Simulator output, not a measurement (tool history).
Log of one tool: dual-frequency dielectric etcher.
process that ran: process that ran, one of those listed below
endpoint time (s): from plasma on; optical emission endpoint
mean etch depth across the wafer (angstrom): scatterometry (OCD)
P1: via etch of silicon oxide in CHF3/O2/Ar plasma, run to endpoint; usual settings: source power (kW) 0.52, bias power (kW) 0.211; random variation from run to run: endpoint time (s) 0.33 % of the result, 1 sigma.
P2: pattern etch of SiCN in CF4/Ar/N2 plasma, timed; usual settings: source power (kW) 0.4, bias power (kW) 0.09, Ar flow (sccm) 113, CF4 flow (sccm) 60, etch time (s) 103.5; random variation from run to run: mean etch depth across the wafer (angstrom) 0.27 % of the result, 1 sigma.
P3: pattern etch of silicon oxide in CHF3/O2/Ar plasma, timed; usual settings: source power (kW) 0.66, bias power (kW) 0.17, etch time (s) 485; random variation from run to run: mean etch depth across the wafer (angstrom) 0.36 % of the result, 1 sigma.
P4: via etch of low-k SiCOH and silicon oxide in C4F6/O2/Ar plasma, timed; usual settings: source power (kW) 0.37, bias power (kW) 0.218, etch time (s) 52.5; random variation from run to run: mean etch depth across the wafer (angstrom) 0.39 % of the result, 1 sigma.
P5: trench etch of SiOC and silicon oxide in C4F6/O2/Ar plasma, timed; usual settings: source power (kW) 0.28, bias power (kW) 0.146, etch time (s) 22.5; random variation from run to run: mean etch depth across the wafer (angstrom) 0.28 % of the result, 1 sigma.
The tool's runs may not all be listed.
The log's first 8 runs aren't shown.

| run | hour | process that ran | source power (kW) | bias power (kW) | Ar flow (sccm) | CF4 flow (sccm) | etch time (s) | hours since the last wet clean | hours since the last source power generator calibration | hours since the last bias power generator calibration | endpoint time (s) | mean etch depth across the wafer (angstrom) |
|---|---|---|---|---|---|---|---|---|---|---|---|---|
| 9 | 46.5 | P3 | 0.66 | 0.17 |  |  | 485 | 376.7 | 2902.4 | 808.4 |  | 10058 |
| 10 | 51.2 | P3 | 0.66 | 0.17 |  |  | 267 | 381.4 | 2907.1 | 813.1 |  | 5579.1 |
| 11 | 57.4 | P1 | 0.68 | 0.211 |  |  |  | 387.6 | 2913.3 | 819.3 | 377.01 |  |
| 12 | 63.2 | P3 | 0.66 | 0.23 |  |  | 485 | 393.4 | 2919.1 | 825.1 |  | 11159 |
| 13 | 67.2 | P1 | 0.39 | 0.211 |  |  |  | 397.4 | 2923.1 | 829.1 | 469.52 |  |
| 14 | 71.9 | P1 | 0.6 | 0.268 |  |  |  | 402.1 | 2927.8 | 833.8 | 363.37 |  |
| 15 | 77.7 | P2 | 0.28 | 0.09 | 113 | 60 | 103.5 | 407.9 | 2933.6 | 839.6 |  | 605.1 |
| 16 | 84.4 | P5 | 0.22 | 0.146 |  |  | 22.5 | 414.6 | 2940.3 | 846.3 |  | 331.05 |
| 17 | 88.3 | P5 | 0.28 | 0.146 |  |  | 12.5 | 418.5 | 2944.2 | 850.2 |  | 203.68 |
|  | 92.2 | wet clean of the chamber |
| 18 | 92.7 | P2 | 0.4 | 0.09 | 113 | 60 | 103.5 | 0.6 | 2948.6 | 854.6 |  | 822.84 |
| 19 | 98.3 | P1 | 0.35 | 0.255 |  |  |  | 6.2 | 2954.2 | 860.2 | 456.89 |  |
| 20 | 102.7 | P1 | 0.52 | 0.144 |  |  |  | 10.6 | 2958.6 | 864.6 | 476.67 |  |
| 21 | 108 | P4 | 0.37 | 0.218 |  |  | 52.5 | 15.9 | 2963.9 | 869.9 |  | 1523.4 |

Run 22 comes next. What will it give?
| 22 | 114.4 | P4 | 0.37 | 0.218 |  |  | 65.5 | 22.3 | 2970.3 | 876.3 |  | ? |

Run 22 gave mean etch depth across the wafer (angstrom) 1913.2.
